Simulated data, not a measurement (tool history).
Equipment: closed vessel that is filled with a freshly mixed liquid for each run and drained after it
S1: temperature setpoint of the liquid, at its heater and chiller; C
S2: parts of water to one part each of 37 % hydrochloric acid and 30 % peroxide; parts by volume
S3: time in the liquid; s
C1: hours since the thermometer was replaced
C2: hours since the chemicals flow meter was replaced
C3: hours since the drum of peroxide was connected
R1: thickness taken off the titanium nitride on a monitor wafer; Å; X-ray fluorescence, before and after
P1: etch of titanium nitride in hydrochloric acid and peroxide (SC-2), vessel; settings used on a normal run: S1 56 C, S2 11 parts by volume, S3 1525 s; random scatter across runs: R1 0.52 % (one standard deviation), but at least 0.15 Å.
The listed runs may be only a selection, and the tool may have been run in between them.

Run 1, hour 8.2: S1 56 C, S2 11 parts by volume, S3 1525 s; C1 741.8; C2 194.4; C3 215.3. Result: R1 457.35 Å.
At hour 19.7: chemicals flow meter replaced.
Run 2, hour 20: S1 56 C, S2 11 parts by volume, S3 1525 s; C1 753.6; C2 0.3; C3 227.1. Result: R1 456.56 Å.
Run 3, hour 30.3: S1 66 C, S2 5 parts by volume, S3 1525 s; C1 763.9; C2 10.6; C3 237.4. Result: R1 1585.8 Å.
Run 4, hour 42.3: S1 56 C, S2 4 parts by volume, S3 1525 s; C1 775.9; C2 22.6; C3 249.4. Result: R1 987.12 Å.
Run 5, hour 50.9: S1 65.5 C, S2 11 parts by volume, S3 1525 s; C1 784.5; C2 31.2; C3 258. Result: R1 817.32 Å.
Run 6, hour 57.2: S1 56 C, S2 11 parts by volume, S3 3035 s; C1 790.8; C2 37.5; C3 264.3. Result: R1 913.2 Å.
Run 7, hour 66.9: S1 56 C, S2 4 parts by volume, S3 2320 s; C1 800.5; C2 47.2; C3 274. Result: R1 1510.1 Å.
Run 8, hour 77.7: S1 56 C, S2 11 parts by volume, S3 1525 s; C1 811.3; C2 58; C3 284.8. Result: R1 459.6 Å.
Run 9, hour 83.3: S1 56 C, S2 11 parts by volume, S3 610 s; C1 816.9; C2 63.6; C3 290.4. Result: R1 182.48 Å.
Run 10, hour 90.5: S1 56 C, S2 11 parts by volume, S3 1525 s; C1 824.1; C2 70.8; C3 297.6. Result: R1 457.68 Å.
Run 11, hour 98: S1 46 C, S2 17.5 parts by volume, S3 1525 s; C1 831.6; C2 78.3; C3 305.1. Result: R1 156.52 Å.
Run 12, hour 105: S1 42.5 C, S2 11 parts by volume, S3 1525 s; C1 838.6; C2 85.3; C3 312.1. Result: R1 185.46 Å.
Run 13, hour 111.8: S1 56 C, S2 20 parts by volume, S3 1525 s; C1 845.4; C2 92.1; C3 318.9. Result: R1 271.2 Å.
Run 14, hour 120.6: S1 56 C, S2 11 parts by volume, S3 1525 s; C1 854.2; C2 100.9; C3 327.7. Result: R1 454.44 Å.
Run 15, hour 130: S1 56 C, S2 11 parts by volume, S3 1525 s; C1 863.6; C2 110.3; C3 337.1. Result: R1 473.71 Å.
Run 16, hour 137.6: S1 56 C, S2 11 parts by volume, S3 1525 s; C1 871.2; C2 117.9; C3 344.7. Result: R1 482.14 Å.
Run 17, hour 147.3: S1 56 C, S2 11 parts by volume, S3 1525 s; C1 880.9; C2 127.6; C3 354.4. Result: R1 487.01 Å.
Run 18, hour 153.1: S1 56 C, S2 11 parts by volume, S3 1525 s; C1 886.7; C2 133.4; C3 360.2. Result: R1 489.75 Å.
Run 19, hour 163.1: S1 56 C, S2 11 parts by volume, S3 1525 s; C1 896.7; C2 143.4; C3 370.2. Result: R1 493.46 Å.
Run 20, hour 171.3: S1 56 C, S2 11 parts by volume, S3 1525 s; C1 904.9; C2 151.6; C3 378.4. Result: R1 493.43 Å.
Run 21, hour 177.4: S1 56 C, S2 11 parts by volume, S3 1525 s; C1 911; C2 157.7; C3 384.5. Result: R1 499.8 Å.
Run 22, hour 185: S1 56 C, S2 11 parts by volume, S3 1525 s; C1 918.6; C2 165.3; C3 392.1. Result: R1 495.95 Å.
Run 23, hour 193.7: S1 56 C, S2 11 parts by volume, S3 1525 s; C1 927.3; C2 174; C3 400.8. Result: R1 502.42 Å.
Run 24, hour 201.6: S1 56 C, S2 11 parts by volume, S3 1525 s; C1 935.2; C2 181.9; C3 408.7. Result: R1 499.35 Å.

What P1 gives has crept away from where it was. These 2 causes fit the log equally well, each at the size given:
A: chemicals flow above the setpoint (%) = 11
B: liquid hotter than its thermometer reads (K) = 1.37
Creep in the process output first set in at about hour 120.6.
Ruled out, with reasons:
peroxide weaker than its label (%): at most 8, giving a -7.4 % change in R1: too small, or against the direction of the creep

You are offered 4 check runs, listed below with question marks in place of their results; each one averages 3 wafers. Which run separates the listed causes by giving clearly different results for each?
Run check 1, hour 209.5: S1 44 C, S2 19.5 parts by volume, S3 1525 s. Result: R1 ?.
Run check 2, hour 209.5: S1 56 C, S2 19.5 parts by volume, S3 900 s. Result: R1 ?.
Run check 3, hour 209.5: S1 56 C, S2 15.5 parts by volume, S3 2900 s. Result: R1 ?.
Run check 4, hour 209.5: S1 44 C, S2 4.5 parts by volume, S3 1525 s. Result: R1 ?.

Check results expected under each cause:
  check  result    if A    if B
check 1      R1   136.3  136.33
check 2      R1  179.08  177.93
check 3      R1  707.32  704.37
check 4      R1  440.54  450.94
Per-check spread between the two closest causes, in the result where they differ most: check 1 0.03 %; check 2 0.65 %; check 3 0.42 %; check 4 2.33 %
Check 4 is the one run that separates the causes; every other check would come out nearly the same whichever cause is at work.

Check 4 was carried out, with these results: R1 440.54 Å. Which of the listed causes is responsible?

The cause is A: chemicals flow above the setpoint (%).
